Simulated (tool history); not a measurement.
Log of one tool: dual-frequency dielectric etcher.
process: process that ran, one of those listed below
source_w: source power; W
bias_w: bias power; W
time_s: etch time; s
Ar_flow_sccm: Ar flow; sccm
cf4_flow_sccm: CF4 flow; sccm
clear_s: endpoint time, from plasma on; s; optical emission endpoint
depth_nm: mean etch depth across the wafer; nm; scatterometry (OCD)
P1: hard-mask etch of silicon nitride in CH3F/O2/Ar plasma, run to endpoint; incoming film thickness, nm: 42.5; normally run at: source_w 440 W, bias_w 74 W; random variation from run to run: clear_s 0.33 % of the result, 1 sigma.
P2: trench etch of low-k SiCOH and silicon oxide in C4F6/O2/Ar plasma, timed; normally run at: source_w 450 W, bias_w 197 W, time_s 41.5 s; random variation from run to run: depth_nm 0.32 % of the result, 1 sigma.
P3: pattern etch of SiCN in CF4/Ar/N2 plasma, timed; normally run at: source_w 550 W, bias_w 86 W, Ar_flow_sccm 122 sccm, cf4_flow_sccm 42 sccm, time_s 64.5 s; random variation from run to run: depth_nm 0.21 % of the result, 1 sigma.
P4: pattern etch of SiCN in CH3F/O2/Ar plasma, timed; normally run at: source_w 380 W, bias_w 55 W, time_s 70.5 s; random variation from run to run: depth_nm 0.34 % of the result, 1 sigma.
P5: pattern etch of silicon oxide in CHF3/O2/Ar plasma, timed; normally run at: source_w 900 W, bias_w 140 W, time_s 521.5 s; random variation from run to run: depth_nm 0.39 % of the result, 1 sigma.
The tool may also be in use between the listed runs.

run 1 hour=11.2 | process=P1 source_w=440 bias_w=74 | clear_s=56.668
run 2 hour=24.0 | process=P1 source_w=440 bias_w=74 | clear_s=56.950
run 3 hour=32.1 | process=P5 source_w=900 bias_w=140 time_s=521.5 | depth_nm=1128.500
run 4 hour=46.6 | process=P1 source_w=440 bias_w=74 | clear_s=56.904
run 5 hour=61.8 | process=P1 source_w=620 bias_w=74 | clear_s=49.493
run 6 hour=73.1 | process=P1 source_w=440 bias_w=100 | clear_s=50.847
run 7 hour=89.8 | process=P5 source_w=900 bias_w=140 time_s=397.0 | depth_nm=859.450
run 8 hour=100.6 | process=P4 source_w=380 bias_w=55 time_s=70.5 | depth_nm=24.057
run 9 hour=113.4 | process=P1 source_w=550 bias_w=93 | clear_s=48.321
run 10 hour=129.8 | process=P3 source_w=550 bias_w=86 time_s=64.5 Ar_flow_sccm=122 cf4_flow_sccm=33 | depth_nm=60.548
run 11 hour=143.7 | process=P1 source_w=440 bias_w=60 | clear_s=60.905
run 12 hour=154.3 | process=P2 source_w=450 bias_w=160 time_s=41.5 | depth_nm=129.280
run 13 hour=171.1 | process=P5 source_w=900 bias_w=140 time_s=521.5 | depth_nm=1126.100
-- hour=175.3 source power generator calibrated
run 14 hour=183.1 | process=P4 source_w=280 bias_w=55 time_s=70.5 | depth_nm=21.368
run 15 hour=193.5 | process=P5 source_w=900 bias_w=83 time_s=521.5 | depth_nm=970.990
run 16 hour=210.6 | process=P3 source_w=550 bias_w=86 time_s=64.5 Ar_flow_sccm=122 cf4_flow_sccm=42 | depth_nm=62.866
run 17 hour=218.2 | process=P3 source_w=550 bias_w=86 time_s=49.0 Ar_flow_sccm=122 cf4_flow_sccm=42 | depth_nm=47.682
run 18 hour=226.1 | process=P3 source_w=410 bias_w=86 time_s=64.5 Ar_flow_sccm=122 cf4_flow_sccm=42 | depth_nm=48.902
run 19 hour=242.2 | process=P3 source_w=550 bias_w=59 time_s=64.5 Ar_flow_sccm=122 cf4_flow_sccm=42 | depth_nm=54.513
run 20 hour=259.2 | process=P1 source_w=440 bias_w=74 | clear_s=56.897
run 21 hour=275.9 | process=P1 source_w=440 bias_w=74 | clear_s=56.742
run 22 hour=288.7 | process=P1 source_w=320 bias_w=74 | clear_s=63.842
run 23 hour=305.1 | process=P1 source_w=440 bias_w=74 | clear_s=56.684
run 24 hour=316.4 | process=P4 source_w=380 bias_w=55 time_s=45.5 | depth_nm=15.545
run 25 hour=328.8 | process=P3 source_w=550 bias_w=86 time_s=64.5 Ar_flow_sccm=84 cf4_flow_sccm=42 | depth_nm=66.685
run 26 hour=338.9 | process=P1 source_w=270 bias_w=48 | clear_s=78.780
run 27 hour=347.4 | process=P4 source_w=380 bias_w=55 time_s=70.5 | depth_nm=24.061
run 28 hour=356.2 | process=P2 source_w=450 bias_w=197 time_s=41.5 | depth_nm=138.620
run 29 hour=372.0 | process=P2 source_w=300 bias_w=197 time_s=41.5 | depth_nm=118.390
run 30 hour=381.7 | process=P2 source_w=450 bias_w=197 time_s=58.5 | depth_nm=194.480
run 31 hour=399.6 | process=P4 source_w=380 bias_w=73 time_s=70.5 | depth_nm=26.492
run 32 hour=412.6 | process=P5 source_w=1220 bias_w=140 time_s=521.5 | depth_nm=1270.900
run 33 hour=422.8 | process=P1 source_w=440 bias_w=74 | clear_s=56.614
run 34 hour=434.4 | process=P1 source_w=440 bias_w=74 | clear_s=56.728
run 35 hour=442.1 | process=P1 source_w=440 bias_w=74 | clear_s=56.333
run 36 hour=456.5 | process=P1 source_w=440 bias_w=74 | clear_s=56.148
run 37 hour=468.7 | process=P1 source_w=440 bias_w=74 | clear_s=55.816
run 38 hour=477.7 | process=P1 source_w=440 bias_w=74 | clear_s=55.857
run 39 hour=487.6 | process=P1 source_w=440 bias_w=74 | clear_s=55.666
-- hour=496.9 wet clean of the chamber
run 40 hour=498.1 | process=P1 source_w=440 bias_w=74 | clear_s=55.790
run 41 hour=514.4 | process=P1 source_w=440 bias_w=74 | clear_s=55.910
run 42 hour=527.2 | process=P1 source_w=440 bias_w=74 | clear_s=55.763

What P1 gives has crept away from where it was. These 2 causes fit the log equally well, each at the size given:
A: source power that arrives over what is set, % = 4.42
B: bias power that arrives over what is set, % = 4.89
The creep began at about hour 422.8.
Why every other cause is out:
chamber walls in a state that raises the etch rate, %: serviced at hour 496.9, which brought nothing back

4 check runs are offered, one wafer each, their results left as question marks. Which one tells the causes apart?
run check 1 hour=540.0 | process=P4 source_w=380 bias_w=55 time_s=55.0 | depth_nm=?
run check 2 hour=540.0 | process=P3 source_w=550 bias_w=69 time_s=64.5 Ar_flow_sccm=87 cf4_flow_sccm=42 | depth_nm=?
run check 3 hour=540.0 | process=P5 source_w=900 bias_w=108 time_s=521.5 | depth_nm=?
run check 4 hour=540.0 | process=P2 source_w=360 bias_w=197 time_s=41.5 | depth_nm=?

What each check would give under each cause:
check=check_1 result=depth_nm if_A=19.059 if_B=19.049
check=check_2 result=depth_nm if_A=63.703 if_B=62.408
check=check_3 result=depth_nm if_A=1060.600 if_B=1057.000
check=check_4 result=depth_nm if_A=128.760 if_B=128.610
How far apart the two closest causes lie, in the result that separates them most: check 1 0.05 %; check 2 2.05 %; check 3 0.34 %; check 4 0.12 %
Only check 2 tells the causes apart: in the others they would give nearly the same result.

Check 2 was then run and gave: depth_nm 63.669 nm. Which cause is it?

It is A: source power that arrives over what is set, %.
